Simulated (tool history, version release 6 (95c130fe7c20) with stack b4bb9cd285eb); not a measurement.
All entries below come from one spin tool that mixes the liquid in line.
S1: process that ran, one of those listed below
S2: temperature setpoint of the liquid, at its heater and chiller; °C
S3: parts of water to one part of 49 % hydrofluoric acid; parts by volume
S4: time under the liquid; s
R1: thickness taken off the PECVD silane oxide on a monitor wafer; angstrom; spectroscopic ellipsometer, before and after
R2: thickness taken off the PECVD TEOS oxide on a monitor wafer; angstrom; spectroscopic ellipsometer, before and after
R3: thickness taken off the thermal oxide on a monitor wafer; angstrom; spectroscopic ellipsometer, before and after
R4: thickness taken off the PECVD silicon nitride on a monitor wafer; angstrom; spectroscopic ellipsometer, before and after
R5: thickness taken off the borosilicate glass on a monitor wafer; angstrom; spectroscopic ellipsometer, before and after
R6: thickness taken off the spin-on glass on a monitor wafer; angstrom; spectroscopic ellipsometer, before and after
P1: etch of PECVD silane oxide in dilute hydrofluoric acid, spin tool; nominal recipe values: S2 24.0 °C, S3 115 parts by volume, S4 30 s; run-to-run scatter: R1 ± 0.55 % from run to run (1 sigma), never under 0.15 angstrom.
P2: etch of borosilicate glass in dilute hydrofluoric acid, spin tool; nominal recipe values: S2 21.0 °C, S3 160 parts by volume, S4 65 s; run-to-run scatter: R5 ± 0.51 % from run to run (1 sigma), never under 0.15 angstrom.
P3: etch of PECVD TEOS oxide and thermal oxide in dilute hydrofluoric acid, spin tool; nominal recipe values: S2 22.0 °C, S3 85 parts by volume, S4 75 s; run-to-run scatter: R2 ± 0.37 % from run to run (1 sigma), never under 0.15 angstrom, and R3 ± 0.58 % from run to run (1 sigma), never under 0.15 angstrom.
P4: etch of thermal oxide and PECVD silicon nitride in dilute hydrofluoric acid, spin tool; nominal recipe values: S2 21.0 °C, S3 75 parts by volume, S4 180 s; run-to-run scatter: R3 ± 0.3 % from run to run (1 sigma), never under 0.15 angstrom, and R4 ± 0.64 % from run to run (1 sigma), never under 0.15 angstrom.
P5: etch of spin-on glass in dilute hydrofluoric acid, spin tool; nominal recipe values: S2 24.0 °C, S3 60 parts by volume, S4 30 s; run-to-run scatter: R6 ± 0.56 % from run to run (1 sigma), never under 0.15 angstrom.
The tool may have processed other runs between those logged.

run 1 hour=6.8 | S1=P1 S2=24.0 S3=115 S4=30 | R1=64.850
run 2 hour=15.1 | S1=P1 S2=17.5 S3=115 S4=15 | R1=24.649
run 3 hour=21.9 | S1=P3 S2=17.0 S3=85 S4=75 | R2=58.856 R3=31.540
run 4 hour=30.9 | S1=P1 S2=24.0 S3=30 S4=30 | R1=272.650
run 5 hour=37.1 | S1=P1 S2=24.0 S3=115 S4=30 | R1=64.757
-- hour=42.4 hydrofluoric acid flow meter replaced
run 6 hour=44.1 | S1=P3 S2=22.0 S3=35 S4=75 | R2=187.390 R3=100.500
run 7 hour=53.3 | S1=P4 S2=21.0 S3=45 S4=180 | R3=187.860 R4=74.808
run 8 hour=58.3 | S1=P1 S2=24.0 S3=115 S4=30 | R1=64.369
run 9 hour=64.0 | S1=P1 S2=24.0 S3=115 S4=30 | R1=63.852
run 10 hour=71.7 | S1=P1 S2=24.0 S3=115 S4=15 | R1=31.782
run 11 hour=79.6 | S1=P4 S2=21.0 S3=75 S4=180 | R3=108.130 R4=45.680
run 12 hour=88.8 | S1=P4 S2=21.0 S3=75 S4=180 | R3=108.850 R4=46.465
run 13 hour=93.4 | S1=P3 S2=22.0 S3=85 S4=40 | R2=38.603 R3=20.751
run 14 hour=102.5 | S1=P2 S2=21.0 S3=290 S4=65 | R5=46.480
run 15 hour=107.8 | S1=P4 S2=17.0 S3=75 S4=180 | R3=92.314 R4=34.630
run 16 hour=115.8 | S1=P3 S2=22.0 S3=85 S4=75 | R2=72.606 R3=38.889
run 17 hour=120.0 | S1=P2 S2=26.5 S3=160 S4=65 | R5=117.850
run 18 hour=126.7 | S1=P5 S2=30.5 S3=60 S4=30 | R6=162.550
run 19 hour=135.9 | S1=P5 S2=24.0 S3=60 S4=15 | R6=62.963
run 20 hour=145.1 | S1=P5 S2=24.0 S3=60 S4=30 | R6=126.440
run 21 hour=154.4 | S1=P2 S2=21.0 S3=160 S4=65 | R5=95.646
run 22 hour=162.4 | S1=P1 S2=32.0 S3=115 S4=30 | R1=86.082
run 23 hour=167.5 | S1=P1 S2=24.0 S3=115 S4=30 | R1=64.003
run 24 hour=173.4 | S1=P1 S2=24.0 S3=215 S4=30 | R1=30.482
run 25 hour=182.4 | S1=P5 S2=24.0 S3=85 S4=30 | R6=86.451
run 26 hour=187.7 | S1=P2 S2=21.0 S3=160 S4=110 | R5=162.040
run 27 hour=194.3 | S1=P4 S2=21.0 S3=75 S4=355 | R3=213.710 R4=91.437
run 28 hour=200.6 | S1=P1 S2=18.5 S3=115 S4=30 | R1=51.244
run 29 hour=209.5 | S1=P3 S2=22.0 S3=85 S4=75 | R2=72.963 R3=38.404
run 30 hour=218.1 | S1=P1 S2=24.0 S3=115 S4=60 | R1=126.470
run 31 hour=226.2 | S1=P1 S2=24.0 S3=115 S4=30 | R1=64.277
run 32 hour=230.9 | S1=P1 S2=24.0 S3=115 S4=30 | R1=64.565
run 33 hour=236.5 | S1=P1 S2=24.0 S3=115 S4=30 | R1=65.634
run 34 hour=246.1 | S1=P1 S2=24.0 S3=115 S4=30 | R1=67.106

Forecast run 35:
run 35 hour=254.8 | S1=P1 S2=24.0 S3=115 S4=30 | R1=?

R1: 68.286 angstrom
